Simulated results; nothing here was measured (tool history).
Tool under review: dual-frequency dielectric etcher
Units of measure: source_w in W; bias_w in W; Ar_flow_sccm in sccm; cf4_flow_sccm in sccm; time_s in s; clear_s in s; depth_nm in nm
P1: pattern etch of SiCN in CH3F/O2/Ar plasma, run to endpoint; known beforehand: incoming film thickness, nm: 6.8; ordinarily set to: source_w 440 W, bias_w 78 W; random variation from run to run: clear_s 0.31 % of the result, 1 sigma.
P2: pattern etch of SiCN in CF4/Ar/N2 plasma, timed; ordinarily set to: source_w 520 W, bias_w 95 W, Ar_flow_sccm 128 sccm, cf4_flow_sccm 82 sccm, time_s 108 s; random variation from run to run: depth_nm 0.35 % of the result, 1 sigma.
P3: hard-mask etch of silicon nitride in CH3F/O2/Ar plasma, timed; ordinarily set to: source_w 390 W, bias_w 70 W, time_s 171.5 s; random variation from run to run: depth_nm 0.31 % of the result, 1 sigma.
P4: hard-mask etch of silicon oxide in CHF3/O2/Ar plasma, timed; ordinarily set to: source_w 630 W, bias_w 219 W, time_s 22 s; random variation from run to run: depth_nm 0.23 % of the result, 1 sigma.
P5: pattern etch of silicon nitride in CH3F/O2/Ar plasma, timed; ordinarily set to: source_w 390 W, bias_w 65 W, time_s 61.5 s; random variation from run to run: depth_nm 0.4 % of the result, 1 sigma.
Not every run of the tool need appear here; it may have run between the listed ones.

| run | hour | process | source_w | bias_w | Ar_flow_sccm | cf4_flow_sccm | time_s | hours since the last wet clean | hours since the last source power generator calibration | hours since the last bias power generator calibration | clear_s | depth_nm |
|---|---|---|---|---|---|---|---|---|---|---|---|---|
| 1 | 13 | P1 | 440 | 78 |  |  |  | 181.4 | 2160 | 1088.6 | 16.787 |  |
| 2 | 21.1 | P1 | 440 | 78 |  |  |  | 189.5 | 2168.1 | 1096.7 | 16.721 |  |
| 3 | 34.6 | P1 | 520 | 103 |  |  |  | 203 | 2181.6 | 1110.2 | 14.257 |  |
| 4 | 42.5 | P2 | 520 | 95 | 128 | 82 | 108 | 210.9 | 2189.5 | 1118.1 |  | 117.7 |
| 5 | 55.8 | P4 | 630 | 219 |  |  | 13.5 | 224.2 | 2202.8 | 1131.4 |  | 29.527 |
| 6 | 62.6 | P1 | 440 | 78 |  |  |  | 231 | 2209.6 | 1138.2 | 16.741 |  |
| 7 | 71.9 | P3 | 390 | 70 |  |  | 232 | 240.3 | 2218.9 | 1147.5 |  | 159.25 |
| 8 | 80 | P2 | 520 | 76 | 128 | 82 | 108 | 248.4 | 2227 | 1155.6 |  | 108.79 |
| 9 | 90.5 | P5 | 390 | 42 |  |  | 61.5 | 258.9 | 2237.5 | 1166.1 |  | 36.089 |
| 10 | 100.1 | P5 | 390 | 65 |  |  | 39 | 268.5 | 2247.1 | 1175.7 |  | 26.24 |
| 11 | 113.9 | P5 | 390 | 65 |  |  | 61.5 | 282.3 | 2260.9 | 1189.5 |  | 41.383 |
| 12 | 122.3 | P1 | 560 | 78 |  |  |  | 290.7 | 2269.3 | 1197.9 | 15.273 |  |
| 13 | 128.7 | P4 | 380 | 219 |  |  | 22 | 297.1 | 2275.7 | 1204.3 |  | 39.914 |
| 14 | 142.3 | P1 | 440 | 58 |  |  |  | 310.7 | 2289.3 | 1217.9 | 18.497 |  |
| 15 | 151.8 | P1 | 440 | 97 |  |  |  | 320.2 | 2298.8 | 1227.4 | 15.4 |  |
| 16 | 160.8 | P4 | 630 | 131 |  |  | 22 | 329.2 | 2307.8 | 1236.4 |  | 40.874 |
| 17 | 172.9 | P3 | 270 | 70 |  |  | 171.5 | 341.3 | 2319.9 | 1248.5 |  | 101.6 |
| 18 | 180.9 | P1 | 270 | 78 |  |  |  | 349.3 | 2327.9 | 1256.5 | 20.051 |  |
| 19 | 193.5 | P2 | 520 | 95 | 128 | 62 | 108 | 361.9 | 2340.5 | 1269.1 |  | 112.59 |
| 20 | 206.1 | P2 | 520 | 95 | 161 | 82 | 108 | 374.5 | 2353.1 | 1281.7 |  | 113.78 |
| 21 | 219 | P1 | 440 | 78 |  |  |  | 387.4 | 2366 | 1294.6 | 16.654 |  |
| 22 | 230 | P2 | 340 | 95 | 128 | 82 | 108 | 398.4 | 2377 | 1305.6 |  | 82.087 |
| 23 | 238 | P3 | 390 | 70 |  |  | 171.5 | 406.4 | 2385 | 1313.6 |  | 117.92 |
|  | 248.9 | bias power generator calibrated |
| 24 | 250 | P1 | 440 | 78 |  |  |  | 418.4 | 2397 | 1.1 | 16.851 |  |
| 25 | 261.4 | P4 | 630 | 219 |  |  | 22 | 429.8 | 2408.4 | 12.5 |  | 47.909 |
| 26 | 267.5 | P5 | 290 | 65 |  |  | 61.5 | 435.9 | 2414.5 | 18.6 |  | 36.935 |
| 27 | 280.4 | P2 | 520 | 95 | 128 | 82 | 151.5 | 448.8 | 2427.4 | 31.5 |  | 165.58 |
| 28 | 294 | P3 | 390 | 55 |  |  | 171.5 | 462.4 | 2441 | 45.1 |  | 108.76 |
| 29 | 305.1 | P1 | 440 | 78 |  |  |  | 473.5 | 2452.1 | 56.2 | 16.712 |  |
| 30 | 314.6 | P1 | 440 | 78 |  |  |  | 483 | 2461.6 | 65.7 | 16.808 |  |
| 31 | 324.4 | P1 | 440 | 78 |  |  |  | 492.8 | 2471.4 | 75.5 | 16.874 |  |
| 32 | 336.2 | P1 | 440 | 78 |  |  |  | 504.6 | 2483.2 | 87.3 | 17.003 |  |
| 33 | 345.3 | P1 | 440 | 78 |  |  |  | 513.7 | 2492.3 | 96.4 | 17.043 |  |
| 34 | 354.8 | P1 | 440 | 78 |  |  |  | 523.2 | 2501.8 | 105.9 | 16.989 |  |
|  | 360.8 | wet clean of the chamber |
| 35 | 364.1 | P1 | 440 | 78 |  |  |  | 3.3 | 2511.1 | 115.2 | 17.014 |  |
| 36 | 372.2 | P1 | 440 | 78 |  |  |  | 11.4 | 2519.2 | 123.3 | 17.128 |  |
| 37 | 379.5 | P1 | 440 | 78 |  |  |  | 18.7 | 2526.5 | 130.6 | 17.016 |  |
| 38 | 391.2 | P1 | 440 | 78 |  |  |  | 30.4 | 2538.2 | 142.3 | 17.053 |  |
| 39 | 402.2 | P1 | 440 | 78 |  |  |  | 41.4 | 2549.2 | 153.3 | 17.038 |  |

P1 has crept away from where it was. The log is fitted equally well by each of these 2 causes, at the sizes shown:
A: bias power that arrives under what is set, % = 4.81
B: source power that arrives under what is set, % = 4.57
Onset of the creep was near hour 305.1.
Each remaining cause and why it is not a fit:
chamber walls in a state that lowers the etch rate, %: work on it at hour 360.8, done after the drift set in, did not restore what the process gave before

Which of the 4 check runs listed below, each an average over 2 wafers with its results shown as question marks, gives clearly different results under the different listed causes?
| check 1 | 413.2 | P3 | 300 | 70 |  |  | 212.5 |  |  |  |  | ? |
| check 2 | 413.2 | P2 | 370 | 95 | 128 | 82 | 108 |  |  |  |  | ? |
| check 3 | 413.2 | P5 | 330 | 65 |  |  | 61.5 |  |  |  |  | ? |
| check 4 | 413.2 | P4 | 630 | 132 |  |  | 18 |  |  |  |  | ? |

Expected result of each check under each candidate cause:
| check | result | if A | if B |
|---|---|---|---|
| check 1 | depth_nm | 129.74 | 129.67 |
| check 2 | depth_nm | 86.191 | 84.293 |
| check 3 | depth_nm | 38.085 | 38.042 |
| check 4 | depth_nm | 32.83 | 32.735 |
Gap, in per cent, between the two causes that each check separates least, read from the result that separates them most: check 1 0.05 %; check 2 2.23 %; check 3 0.11 %; check 4 0.29 %
Only check 2 tells the causes apart: in the others they would give nearly the same result.

Then check 2 was run and gave: depth_nm 85.777 nm. Which cause is it?

Of the candidate causes, it is A: bias power that arrives under what is set, %.
